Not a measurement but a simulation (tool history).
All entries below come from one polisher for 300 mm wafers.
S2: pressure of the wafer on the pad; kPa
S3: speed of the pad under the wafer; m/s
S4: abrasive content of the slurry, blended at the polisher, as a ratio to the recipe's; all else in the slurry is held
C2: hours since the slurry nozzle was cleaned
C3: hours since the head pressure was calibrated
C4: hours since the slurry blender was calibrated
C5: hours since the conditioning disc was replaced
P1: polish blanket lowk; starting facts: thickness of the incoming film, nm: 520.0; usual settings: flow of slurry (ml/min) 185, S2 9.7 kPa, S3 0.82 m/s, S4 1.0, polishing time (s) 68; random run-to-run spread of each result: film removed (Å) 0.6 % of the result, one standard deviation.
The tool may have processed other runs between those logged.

run 1 day=0.292 | flow_of_slurry_(ml/min)=185 S2=9.7 S3=0.82 S4=1.0 polishing_time_(s)=68 | wafers_polished_on_this_pad=413 C2=109.0 C3=230.3 C4=282.6 C5=40.8 | film_removed_(Å)=190.580
run 2 day=0.600 | flow_of_slurry_(ml/min)=185 S2=9.7 S3=0.82 S4=1.0 polishing_time_(s)=68 | wafers_polished_on_this_pad=495 C2=116.4 C3=237.7 C4=290.0 C5=48.2 | film_removed_(Å)=189.700
run 3 day=0.875 | flow_of_slurry_(ml/min)=185 S2=9.7 S3=0.82 S4=0.6 polishing_time_(s)=68 | wafers_polished_on_this_pad=567 C2=123.0 C3=244.3 C4=296.6 C5=54.8 | film_removed_(Å)=145.040
run 4 day=1.117 | flow_of_slurry_(ml/min)=185 S2=9.7 S3=0.82 S4=1.0 polishing_time_(s)=68 | wafers_polished_on_this_pad=631 C2=128.8 C3=250.1 C4=302.4 C5=60.6 | film_removed_(Å)=189.230
run 5 day=1.279 | flow_of_slurry_(ml/min)=125 S2=9.7 S3=0.82 S4=1.0 polishing_time_(s)=68 | wafers_polished_on_this_pad=674 C2=132.7 C3=254.0 C4=306.3 C5=64.5 | film_removed_(Å)=178.210
run 6 day=1.458 | flow_of_slurry_(ml/min)=185 S2=15.2 S3=0.82 S4=1.0 polishing_time_(s)=68 | wafers_polished_on_this_pad=722 C2=137.0 C3=258.3 C4=310.6 C5=68.8 | film_removed_(Å)=294.160
run 7 day=1.821 | flow_of_slurry_(ml/min)=185 S2=9.7 S3=0.82 S4=1.0 polishing_time_(s)=68 | wafers_polished_on_this_pad=818 C2=145.7 C3=267.0 C4=319.3 C5=77.5 | film_removed_(Å)=190.150
run 8 day=2.104 | flow_of_slurry_(ml/min)=185 S2=9.7 S3=1.18 S4=1.0 polishing_time_(s)=68 | wafers_polished_on_this_pad=892 C2=152.5 C3=273.8 C4=326.1 C5=84.3 | film_removed_(Å)=254.650
run 9 day=2.283 | flow_of_slurry_(ml/min)=185 S2=9.7 S3=0.38 S4=1.0 polishing_time_(s)=68 | wafers_polished_on_this_pad=940 C2=156.8 C3=278.1 C4=330.4 C5=88.6 | film_removed_(Å)=102.740
run 10 day=2.488 | flow_of_slurry_(ml/min)=185 S2=9.7 S3=0.82 S4=1.0 polishing_time_(s)=68 | wafers_polished_on_this_pad=994 C2=161.7 C3=283.0 C4=335.3 C5=93.5 | film_removed_(Å)=189.870
run 11 day=2.671 | flow_of_slurry_(ml/min)=255 S2=9.7 S3=0.82 S4=1.0 polishing_time_(s)=68 | wafers_polished_on_this_pad=1042 C2=166.1 C3=287.4 C4=339.7 C5=97.9 | film_removed_(Å)=198.740
run 12 day=2.879 | flow_of_slurry_(ml/min)=185 S2=9.7 S3=0.82 S4=1.0 polishing_time_(s)=68 | wafers_polished_on_this_pad=1097 C2=171.1 C3=292.4 C4=344.7 C5=102.9 | film_removed_(Å)=188.370
run 13 day=3.067 | flow_of_slurry_(ml/min)=110 S2=9.7 S3=1.10 S4=1.0 polishing_time_(s)=68 | wafers_polished_on_this_pad=1147 C2=175.6 C3=296.9 C4=349.2 C5=107.4 | film_removed_(Å)=217.810
run 14 day=3.388 | flow_of_slurry_(ml/min)=185 S2=9.7 S3=0.82 S4=1.0 polishing_time_(s)=107 | wafers_polished_on_this_pad=1232 C2=183.3 C3=304.6 C4=356.9 C5=115.1 | film_removed_(Å)=297.890
run 15 day=3.567 | flow_of_slurry_(ml/min)=185 S2=4.1 S3=0.82 S4=1.0 polishing_time_(s)=68 | wafers_polished_on_this_pad=1279 C2=187.6 C3=308.9 C4=361.2 C5=119.4 | film_removed_(Å)=82.023
run 16 day=3.796 | flow_of_slurry_(ml/min)=185 S2=9.7 S3=0.82 S4=1.5 polishing_time_(s)=68 | wafers_polished_on_this_pad=1340 C2=193.1 C3=314.4 C4=366.7 C5=124.9 | film_removed_(Å)=225.630

Estimate the outcome of run 17 from the log above:
run 17 day=4.162 | flow_of_slurry_(ml/min)=185 S2=9.7 S3=0.82 S4=1.0 polishing_time_(s)=45 | wafers_polished_on_this_pad=1437 C2=201.9 C3=323.2 C4=375.5 C5=133.7 | film_removed_(Å)=?

film removed (Å): 126.320

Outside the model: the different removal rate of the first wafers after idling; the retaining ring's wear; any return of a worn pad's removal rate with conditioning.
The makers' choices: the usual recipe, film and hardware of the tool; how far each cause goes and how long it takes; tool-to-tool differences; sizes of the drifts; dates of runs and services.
